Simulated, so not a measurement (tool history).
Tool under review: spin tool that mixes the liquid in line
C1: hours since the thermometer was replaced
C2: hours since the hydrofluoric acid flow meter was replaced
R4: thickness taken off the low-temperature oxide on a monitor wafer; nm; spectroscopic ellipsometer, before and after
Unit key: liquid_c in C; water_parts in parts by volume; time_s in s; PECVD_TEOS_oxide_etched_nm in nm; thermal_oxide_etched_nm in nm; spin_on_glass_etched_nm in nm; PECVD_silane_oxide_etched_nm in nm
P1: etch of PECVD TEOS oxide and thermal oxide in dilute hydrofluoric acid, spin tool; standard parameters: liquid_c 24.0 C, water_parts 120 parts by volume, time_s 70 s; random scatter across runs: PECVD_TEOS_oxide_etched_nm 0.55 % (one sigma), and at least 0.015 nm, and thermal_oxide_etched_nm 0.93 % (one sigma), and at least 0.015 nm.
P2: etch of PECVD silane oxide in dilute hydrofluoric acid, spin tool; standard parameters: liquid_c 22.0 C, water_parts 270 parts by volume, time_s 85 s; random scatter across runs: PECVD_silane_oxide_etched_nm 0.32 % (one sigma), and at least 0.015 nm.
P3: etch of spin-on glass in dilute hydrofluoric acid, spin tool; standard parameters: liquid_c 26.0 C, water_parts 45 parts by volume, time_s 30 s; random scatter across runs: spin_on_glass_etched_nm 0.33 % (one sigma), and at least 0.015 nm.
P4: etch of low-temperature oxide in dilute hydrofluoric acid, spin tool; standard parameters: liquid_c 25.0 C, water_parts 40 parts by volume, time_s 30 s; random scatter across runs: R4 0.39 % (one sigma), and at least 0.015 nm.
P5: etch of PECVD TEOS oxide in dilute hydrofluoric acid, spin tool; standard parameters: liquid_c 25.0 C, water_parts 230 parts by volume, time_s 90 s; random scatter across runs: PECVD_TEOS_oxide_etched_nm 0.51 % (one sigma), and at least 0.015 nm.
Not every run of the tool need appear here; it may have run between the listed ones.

run 1 day=0.471 | process=P1 liquid_c=24.0 water_parts=120 time_s=70 | C1=131.6 C2=727.5 | PECVD_TEOS_oxide_etched_nm=13.2670 thermal_oxide_etched_nm=2.5186
run 2 day=1.008 | process=P1 liquid_c=24.0 water_parts=120 time_s=70 | C1=144.5 C2=740.4 | PECVD_TEOS_oxide_etched_nm=13.2380 thermal_oxide_etched_nm=2.5138
run 3 day=1.450 | process=P5 liquid_c=25.0 water_parts=70 time_s=90 | C1=155.1 C2=751.0 | PECVD_TEOS_oxide_etched_nm=28.0240
run 4 day=1.833 | process=P5 liquid_c=25.0 water_parts=230 time_s=90 | C1=164.3 C2=760.2 | PECVD_TEOS_oxide_etched_nm=7.1047
run 5 day=2.350 | process=P3 liquid_c=26.0 water_parts=45 time_s=30 | C1=176.7 C2=772.6 | spin_on_glass_etched_nm=52.164
run 6 day=2.888 | process=P4 liquid_c=25.0 water_parts=40 time_s=30 | C1=189.6 C2=785.5 | R4=29.910
run 7 day=3.383 | process=P1 liquid_c=24.0 water_parts=120 time_s=70 | C1=201.5 C2=797.4 | PECVD_TEOS_oxide_etched_nm=13.1020 thermal_oxide_etched_nm=2.5006
run 8 day=3.633 | process=P3 liquid_c=33.0 water_parts=45 time_s=30 | C1=207.5 C2=803.4 | spin_on_glass_etched_nm=69.254
run 9 day=4.112 | process=P1 liquid_c=24.0 water_parts=205 time_s=70 | C1=219.0 C2=814.9 | PECVD_TEOS_oxide_etched_nm=7.1072 thermal_oxide_etched_nm=1.3467
run 10 day=4.367 | process=P2 liquid_c=26.5 water_parts=270 time_s=85 | C1=225.1 C2=821.0 | PECVD_silane_oxide_etched_nm=12.5850
run 11 day=4.738 | process=P1 liquid_c=24.0 water_parts=120 time_s=70 | C1=234.0 C2=829.9 | PECVD_TEOS_oxide_etched_nm=13.2590 thermal_oxide_etched_nm=2.4938
run 12 day=5.192 | process=P4 liquid_c=17.0 water_parts=40 time_s=30 | C1=244.9 C2=840.8 | R4=21.230
run 13 day=5.729 | process=P2 liquid_c=22.0 water_parts=270 time_s=40 | C1=257.8 C2=853.7 | PECVD_silane_oxide_etched_nm=5.0495
run 14 day=6.121 | process=P5 liquid_c=17.5 water_parts=230 time_s=90 | C1=267.2 C2=863.1 | PECVD_TEOS_oxide_etched_nm=5.3791
run 15 day=6.575 | process=P1 liquid_c=30.5 water_parts=120 time_s=70 | C1=278.1 C2=874.0 | PECVD_TEOS_oxide_etched_nm=16.8480 thermal_oxide_etched_nm=3.2194
run 16 day=7.046 | process=P1 liquid_c=24.0 water_parts=120 time_s=70 | C1=289.4 C2=885.3 | PECVD_TEOS_oxide_etched_nm=13.3080 thermal_oxide_etched_nm=2.5281
run 17 day=7.412 | process=P2 liquid_c=22.0 water_parts=270 time_s=85 | C1=298.2 C2=894.1 | PECVD_silane_oxide_etched_nm=10.7690
run 18 day=7.667 | process=P2 liquid_c=22.0 water_parts=485 time_s=85 | C1=304.3 C2=900.2 | PECVD_silane_oxide_etched_nm=4.9980
run 19 day=8.000 | process=P1 liquid_c=24.0 water_parts=120 time_s=70 | C1=312.3 C2=908.2 | PECVD_TEOS_oxide_etched_nm=13.2680 thermal_oxide_etched_nm=2.5179
run 20 day=8.383 | process=P1 liquid_c=20.0 water_parts=205 time_s=70 | C1=321.5 C2=917.4 | PECVD_TEOS_oxide_etched_nm=6.0865 thermal_oxide_etched_nm=1.1747
run 21 day=8.833 | process=P1 liquid_c=17.0 water_parts=120 time_s=70 | C1=332.3 C2=928.2 | PECVD_TEOS_oxide_etched_nm=10.0820 thermal_oxide_etched_nm=1.8913
run 22 day=9.275 | process=P4 liquid_c=25.0 water_parts=65 time_s=30 | C1=342.9 C2=938.8 | R4=17.834
run 23 day=9.783 | process=P1 liquid_c=24.0 water_parts=120 time_s=15 | C1=355.1 C2=951.0 | PECVD_TEOS_oxide_etched_nm=2.8807 thermal_oxide_etched_nm=0.5632
run 24 day=10.058 | process=P1 liquid_c=24.0 water_parts=120 time_s=125 | C1=361.7 C2=957.6 | PECVD_TEOS_oxide_etched_nm=23.8750 thermal_oxide_etched_nm=4.4823
run 25 day=10.575 | process=P5 liquid_c=25.0 water_parts=230 time_s=25 | C1=374.1 C2=970.0 | PECVD_TEOS_oxide_etched_nm=2.0030
run 26 day=10.975 | process=P4 liquid_c=25.0 water_parts=40 time_s=50 | C1=383.7 C2=979.6 | R4=49.709
run 27 day=11.279 | process=P1 liquid_c=24.0 water_parts=30 time_s=70 | C1=391.0 C2=986.9 | PECVD_TEOS_oxide_etched_nm=59.2760 thermal_oxide_etched_nm=11.2270
run 28 day=11.588 | process=P3 liquid_c=26.0 water_parts=45 time_s=30 | C1=398.4 C2=994.3 | spin_on_glass_etched_nm=52.572
run 29 day=11.833 | process=P3 liquid_c=26.0 water_parts=75 time_s=30 | C1=404.3 C2=1000.2 | spin_on_glass_etched_nm=30.071
run 30 day=12.175 | process=P3 liquid_c=26.0 water_parts=45 time_s=15 | C1=412.5 C2=1008.4 | spin_on_glass_etched_nm=26.150
run 31 day=12.642 | process=P1 liquid_c=24.0 water_parts=120 time_s=70 | C1=423.7 C2=1019.6 | PECVD_TEOS_oxide_etched_nm=13.3610 thermal_oxide_etched_nm=2.5349
run 32 day=12.971 | process=P1 liquid_c=24.0 water_parts=120 time_s=70 | C1=431.6 C2=1027.5 | PECVD_TEOS_oxide_etched_nm=13.2450 thermal_oxide_etched_nm=2.5575
run 33 day=13.483 | process=P1 liquid_c=24.0 water_parts=120 time_s=70 | C1=443.9 C2=1039.8 | PECVD_TEOS_oxide_etched_nm=13.8010 thermal_oxide_etched_nm=2.5775

Forecast run 34:
run 34 day=13.958 | process=P1 liquid_c=24.0 water_parts=120 time_s=70 | C1=455.3 C2=1051.2 | PECVD_TEOS_oxide_etched_nm=? thermal_oxide_etched_nm=?

Run 34 came out at PECVD_TEOS_oxide_etched_nm 13.9260 nm, thermal_oxide_etched_nm 2.6640 nm.
